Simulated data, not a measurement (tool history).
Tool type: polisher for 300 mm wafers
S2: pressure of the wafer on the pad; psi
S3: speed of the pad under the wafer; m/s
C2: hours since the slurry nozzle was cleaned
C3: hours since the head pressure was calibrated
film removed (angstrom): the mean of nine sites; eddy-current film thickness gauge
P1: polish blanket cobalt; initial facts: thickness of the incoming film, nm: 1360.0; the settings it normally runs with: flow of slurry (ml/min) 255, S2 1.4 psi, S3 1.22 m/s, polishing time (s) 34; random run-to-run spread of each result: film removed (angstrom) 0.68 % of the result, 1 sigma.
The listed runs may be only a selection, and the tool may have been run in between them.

Run 1, hour 17.7: flow of slurry (ml/min) 255, S2 1.4 psi, S3 1.22 m/s, polishing time (s) 34; wafers polished on this pad 830; C2 571.1; C3 481.2. Result: film removed (angstrom) 1354.80.
Run 2, hour 34.9: flow of slurry (ml/min) 255, S2 1.4 psi, S3 0.60 m/s, polishing time (s) 34; wafers polished on this pad 1055; C2 588.3; C3 498.4. Result: film removed (angstrom) 667.21.
Run 3, hour 50.8: flow of slurry (ml/min) 255, S2 1.4 psi, S3 1.88 m/s, polishing time (s) 34; wafers polished on this pad 1264; C2 604.2; C3 514.3. Result: film removed (angstrom) 2090.60.
Run 4, hour 61.8: flow of slurry (ml/min) 255, S2 1.0 psi, S3 1.22 m/s, polishing time (s) 34; wafers polished on this pad 1408; C2 615.2; C3 525.3. Result: film removed (angstrom) 971.44.
Run 5, hour 79.3: flow of slurry (ml/min) 255, S2 1.9 psi, S3 1.22 m/s, polishing time (s) 34; wafers polished on this pad 1637; C2 632.7; C3 542.8. Result: film removed (angstrom) 1822.60.
Run 6, hour 87.5: flow of slurry (ml/min) 330, S2 0.8 psi, S3 1.22 m/s, polishing time (s) 34; wafers polished on this pad 1745; C2 640.9; C3 551.0. Result: film removed (angstrom) 786.82.
Run 7, hour 99.7: flow of slurry (ml/min) 155, S2 1.4 psi, S3 1.22 m/s, polishing time (s) 34; wafers polished on this pad 1904; C2 653.1; C3 563.2. Result: film removed (angstrom) 1266.00.
Run 8, hour 110.2: flow of slurry (ml/min) 255, S2 1.4 psi, S3 1.22 m/s, polishing time (s) 47; wafers polished on this pad 2042; C2 663.6; C3 573.7. Result: film removed (angstrom) 1884.60.
Run 9, hour 119.4: flow of slurry (ml/min) 255, S2 1.4 psi, S3 1.22 m/s, polishing time (s) 22; wafers polished on this pad 2163; C2 672.8; C3 582.9. Result: film removed (angstrom) 877.80.
Run 10, hour 133.3: flow of slurry (ml/min) 255, S2 1.4 psi, S3 1.22 m/s, polishing time (s) 34; wafers polished on this pad 2345; C2 686.7; C3 596.8. Result: film removed (angstrom) 1356.50.
Run 11, hour 141.6: flow of slurry (ml/min) 255, S2 1.4 psi, S3 1.22 m/s, polishing time (s) 34; wafers polished on this pad 2454; C2 695.0; C3 605.1. Result: film removed (angstrom) 1351.10.
Run 12, hour 157.4: flow of slurry (ml/min) 255, S2 1.4 psi, S3 1.22 m/s, polishing time (s) 34; wafers polished on this pad 2661; C2 710.8; C3 620.9. Result: film removed (angstrom) 1358.30.

For run 13, what comes out?
At hour 158.3: head pressure recalibrated.
Run 13, hour 171.3: flow of slurry (ml/min) 400, S2 1.4 psi, S3 1.22 m/s, polishing time (s) 34; wafers polished on this pad 2843; C2 724.7; C3 13.1. Result: film removed (angstrom) ?.

{"run 13": {"film removed (angstrom)": 1410.3}}
